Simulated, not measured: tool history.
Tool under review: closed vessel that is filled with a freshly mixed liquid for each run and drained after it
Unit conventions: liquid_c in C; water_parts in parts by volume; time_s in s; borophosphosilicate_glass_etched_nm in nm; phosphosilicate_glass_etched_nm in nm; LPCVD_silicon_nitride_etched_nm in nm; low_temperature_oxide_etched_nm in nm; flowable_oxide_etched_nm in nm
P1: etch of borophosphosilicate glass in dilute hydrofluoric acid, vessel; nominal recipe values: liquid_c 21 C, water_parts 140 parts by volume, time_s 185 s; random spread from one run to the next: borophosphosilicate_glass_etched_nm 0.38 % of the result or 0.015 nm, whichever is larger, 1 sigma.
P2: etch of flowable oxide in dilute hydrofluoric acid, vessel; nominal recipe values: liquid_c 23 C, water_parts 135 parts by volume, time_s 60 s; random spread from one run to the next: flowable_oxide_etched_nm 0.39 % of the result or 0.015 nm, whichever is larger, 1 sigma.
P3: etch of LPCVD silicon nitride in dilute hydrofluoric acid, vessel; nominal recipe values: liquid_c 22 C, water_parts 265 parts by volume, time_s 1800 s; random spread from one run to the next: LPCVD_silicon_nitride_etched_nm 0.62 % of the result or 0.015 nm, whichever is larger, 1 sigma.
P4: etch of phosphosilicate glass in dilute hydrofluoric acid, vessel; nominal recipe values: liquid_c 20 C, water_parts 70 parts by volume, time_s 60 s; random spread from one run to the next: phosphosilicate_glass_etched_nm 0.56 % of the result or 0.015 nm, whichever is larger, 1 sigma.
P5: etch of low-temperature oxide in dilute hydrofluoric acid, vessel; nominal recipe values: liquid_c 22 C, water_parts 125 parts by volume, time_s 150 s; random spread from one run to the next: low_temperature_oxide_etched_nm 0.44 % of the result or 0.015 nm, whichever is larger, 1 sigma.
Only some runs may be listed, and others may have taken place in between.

| run | hour | process | liquid_c | water_parts | time_s | hours since the thermometer was replaced | hours since the hydrofluoric acid flow meter was replaced | borophosphosilicate_glass_etched_nm | phosphosilicate_glass_etched_nm | LPCVD_silicon_nitride_etched_nm | low_temperature_oxide_etched_nm | flowable_oxide_etched_nm |
|---|---|---|---|---|---|---|---|---|---|---|---|---|
| 1 | 8.7 | P1 | 21 | 140 | 185 | 539.1 | 634 | 49.223 |  |  |  |  |
| 2 | 18.9 | P4 | 20 | 70 | 60 | 549.3 | 644.2 |  | 104.21 |  |  |  |
| 3 | 35.7 | P3 | 22 | 265 | 340 | 566.1 | 661 |  |  | 0.66859 |  |  |
| 4 | 47.3 | P5 | 22 | 125 | 150 | 577.7 | 672.6 |  |  |  | 13.459 |  |
| 5 | 61.7 | P5 | 22 | 125 | 225 | 592.1 | 687 |  |  |  | 20.106 |  |
| 6 | 72.6 | P5 | 28.5 | 125 | 150 | 603 | 697.9 |  |  |  | 17.266 |  |
| 7 | 86.1 | P1 | 21 | 140 | 185 | 616.5 | 711.4 | 49.034 |  |  |  |  |
| 8 | 99.8 | P3 | 22 | 265 | 1800 | 630.2 | 725.1 |  |  | 3.3816 |  |  |
| 9 | 116.4 | P5 | 22 | 30 | 150 | 646.8 | 741.7 |  |  |  | 63.119 |  |
| 10 | 133.8 | P3 | 17 | 265 | 1800 | 664.2 | 759.1 |  |  | 2.5078 |  |  |
| 11 | 149.6 | P1 | 21 | 75 | 185 | 680 | 774.9 | 98.9 |  |  |  |  |
| 12 | 164.5 | P1 | 21 | 140 | 185 | 694.9 | 789.8 | 49.093 |  |  |  |  |
| 13 | 173.1 | P1 | 25 | 140 | 185 | 703.5 | 798.4 | 57.219 |  |  |  |  |
| 14 | 184.1 | P2 | 23 | 135 | 95 | 714.5 | 809.4 |  |  |  |  | 34.583 |
| 15 | 199 | P1 | 21 | 140 | 185 | 729.4 | 824.3 | 48.856 |  |  |  |  |
| 16 | 215.9 | P2 | 23 | 20 | 60 | 746.3 | 841.2 |  |  |  |  | 169.53 |
| 17 | 230.2 | P4 | 20 | 40 | 60 | 760.6 | 855.5 |  | 190.32 |  |  |  |
| 18 | 243.2 | P1 | 21 | 235 | 185 | 773.6 | 868.5 | 26.599 |  |  |  |  |
| 19 | 258.8 | P3 | 22 | 140 | 1800 | 789.2 | 884.1 |  |  | 6.4722 |  |  |
| 20 | 272 | P3 | 22 | 265 | 1800 | 802.4 | 897.3 |  |  | 3.4424 |  |  |
| 21 | 280.8 | P1 | 17 | 140 | 85 | 811.2 | 906.1 | 18.972 |  |  |  |  |
| 22 | 294 | P1 | 21 | 140 | 185 | 824.4 | 919.3 | 49.094 |  |  |  |  |
| 23 | 309.4 | P4 | 20 | 70 | 60 | 839.8 | 934.7 |  | 104.86 |  |  |  |
| 24 | 317.1 | P1 | 21 | 140 | 185 | 847.5 | 942.4 | 49.303 |  |  |  |  |
| 25 | 329.1 | P4 | 20 | 70 | 30 | 859.5 | 954.4 |  | 51.925 |  |  |  |
|  | 333.3 | hydrofluoric acid flow meter replaced |
| 26 | 344.1 | P2 | 23 | 135 | 60 | 874.5 | 10.8 |  |  |  |  | 21.859 |
| 27 | 352.7 | P2 | 23 | 135 | 60 | 883.1 | 19.4 |  |  |  |  | 21.625 |
| 28 | 365.5 | P1 | 21 | 140 | 30 | 895.9 | 32.2 | 7.9269 |  |  |  |  |
| 29 | 381.1 | P4 | 17 | 70 | 60 | 911.5 | 47.8 |  | 91.986 |  |  |  |
| 30 | 390.4 | P1 | 17 | 140 | 185 | 920.8 | 57.1 | 41.552 |  |  |  |  |

For run 31, what comes out?
| 31 | 399.1 | P2 | 30 | 135 | 60 | 929.5 | 65.8 |  |  |  |  | ? |

flowable_oxide_etched_nm: 28.27 nm
